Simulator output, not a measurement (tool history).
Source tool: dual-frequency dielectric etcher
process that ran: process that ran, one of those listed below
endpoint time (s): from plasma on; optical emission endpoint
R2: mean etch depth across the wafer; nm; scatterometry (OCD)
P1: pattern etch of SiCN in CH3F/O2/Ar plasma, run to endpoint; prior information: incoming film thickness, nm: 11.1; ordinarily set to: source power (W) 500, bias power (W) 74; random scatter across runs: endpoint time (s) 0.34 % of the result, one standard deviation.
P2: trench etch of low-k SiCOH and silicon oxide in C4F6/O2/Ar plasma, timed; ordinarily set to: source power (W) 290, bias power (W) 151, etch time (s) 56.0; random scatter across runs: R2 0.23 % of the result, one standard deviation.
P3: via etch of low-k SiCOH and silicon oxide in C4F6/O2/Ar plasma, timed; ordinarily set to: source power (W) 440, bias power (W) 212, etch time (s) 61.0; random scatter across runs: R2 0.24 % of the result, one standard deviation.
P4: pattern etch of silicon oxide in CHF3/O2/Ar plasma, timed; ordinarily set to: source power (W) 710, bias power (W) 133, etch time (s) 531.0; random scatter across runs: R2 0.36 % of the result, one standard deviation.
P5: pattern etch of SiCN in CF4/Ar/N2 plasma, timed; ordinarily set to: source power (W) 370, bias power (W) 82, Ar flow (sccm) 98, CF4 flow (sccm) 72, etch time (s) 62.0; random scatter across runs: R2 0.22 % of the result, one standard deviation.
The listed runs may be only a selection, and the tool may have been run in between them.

run 1 hour=10.6 | process_that_ran=P1 source_power_(W)=500 bias_power_(W)=74 | endpoint_time_(s)=26.952
run 2 hour=27.2 | process_that_ran=P4 source_power_(W)=710 bias_power_(W)=133 etch_time_(s)=336.5 | R2=648.340
run 3 hour=36.9 | process_that_ran=P2 source_power_(W)=290 bias_power_(W)=151 etch_time_(s)=56.0 | R2=157.390
run 4 hour=46.9 | process_that_ran=P5 source_power_(W)=370 bias_power_(W)=82 etch_time_(s)=62.0 Ar_flow_(sccm)=136 CF4_flow_(sccm)=72 | R2=46.623
run 5 hour=60.2 | process_that_ran=P2 source_power_(W)=290 bias_power_(W)=151 etch_time_(s)=56.0 | R2=156.800
-- hour=74.3 wet clean of the chamber
run 6 hour=76.4 | process_that_ran=P4 source_power_(W)=1000 bias_power_(W)=133 etch_time_(s)=531.0 | R2=1170.000
run 7 hour=83.8 | process_that_ran=P4 source_power_(W)=710 bias_power_(W)=163 etch_time_(s)=531.0 | R2=1093.600
run 8 hour=95.4 | process_that_ran=P5 source_power_(W)=370 bias_power_(W)=82 etch_time_(s)=62.0 Ar_flow_(sccm)=98 CF4_flow_(sccm)=72 | R2=49.208
run 9 hour=110.4 | process_that_ran=P3 source_power_(W)=440 bias_power_(W)=148 etch_time_(s)=61.0 | R2=152.920
run 10 hour=123.4 | process_that_ran=P2 source_power_(W)=180 bias_power_(W)=151 etch_time_(s)=56.0 | R2=130.800
run 11 hour=135.9 | process_that_ran=P3 source_power_(W)=440 bias_power_(W)=212 etch_time_(s)=88.0 | R2=246.080
run 12 hour=148.7 | process_that_ran=P1 source_power_(W)=500 bias_power_(W)=74 | endpoint_time_(s)=26.999
run 13 hour=157.0 | process_that_ran=P3 source_power_(W)=260 bias_power_(W)=212 etch_time_(s)=61.0 | R2=139.870
run 14 hour=170.6 | process_that_ran=P1 source_power_(W)=500 bias_power_(W)=74 | endpoint_time_(s)=26.997
run 15 hour=179.3 | process_that_ran=P2 source_power_(W)=290 bias_power_(W)=201 etch_time_(s)=56.0 | R2=171.810
run 16 hour=194.3 | process_that_ran=P1 source_power_(W)=690 bias_power_(W)=74 | endpoint_time_(s)=23.850
run 17 hour=207.9 | process_that_ran=P1 source_power_(W)=320 bias_power_(W)=99 | endpoint_time_(s)=28.625
run 18 hour=223.4 | process_that_ran=P3 source_power_(W)=440 bias_power_(W)=212 etch_time_(s)=61.0 | R2=170.630
run 19 hour=239.5 | process_that_ran=P5 source_power_(W)=450 bias_power_(W)=82 etch_time_(s)=62.0 Ar_flow_(sccm)=98 CF4_flow_(sccm)=72 | R2=58.037
run 20 hour=247.2 | process_that_ran=P5 source_power_(W)=370 bias_power_(W)=109 etch_time_(s)=62.0 Ar_flow_(sccm)=98 CF4_flow_(sccm)=72 | R2=54.286
run 21 hour=255.8 | process_that_ran=P5 source_power_(W)=370 bias_power_(W)=82 etch_time_(s)=62.0 Ar_flow_(sccm)=98 CF4_flow_(sccm)=48 | R2=46.142
run 22 hour=270.0 | process_that_ran=P2 source_power_(W)=290 bias_power_(W)=151 etch_time_(s)=80.5 | R2=225.750
run 23 hour=277.4 | process_that_ran=P1 source_power_(W)=500 bias_power_(W)=55 | endpoint_time_(s)=29.788
run 24 hour=289.3 | process_that_ran=P1 source_power_(W)=310 bias_power_(W)=58 | endpoint_time_(s)=35.183
run 25 hour=304.0 | process_that_ran=P5 source_power_(W)=370 bias_power_(W)=82 etch_time_(s)=83.5 Ar_flow_(sccm)=98 CF4_flow_(sccm)=72 | R2=65.795

Run 26 comes next. What will it give?
run 26 hour=320.9 | process_that_ran=P1 source_power_(W)=500 bias_power_(W)=74 | endpoint_time_(s)=?

{"run 26": {"endpoint time (s)": 26.991}}
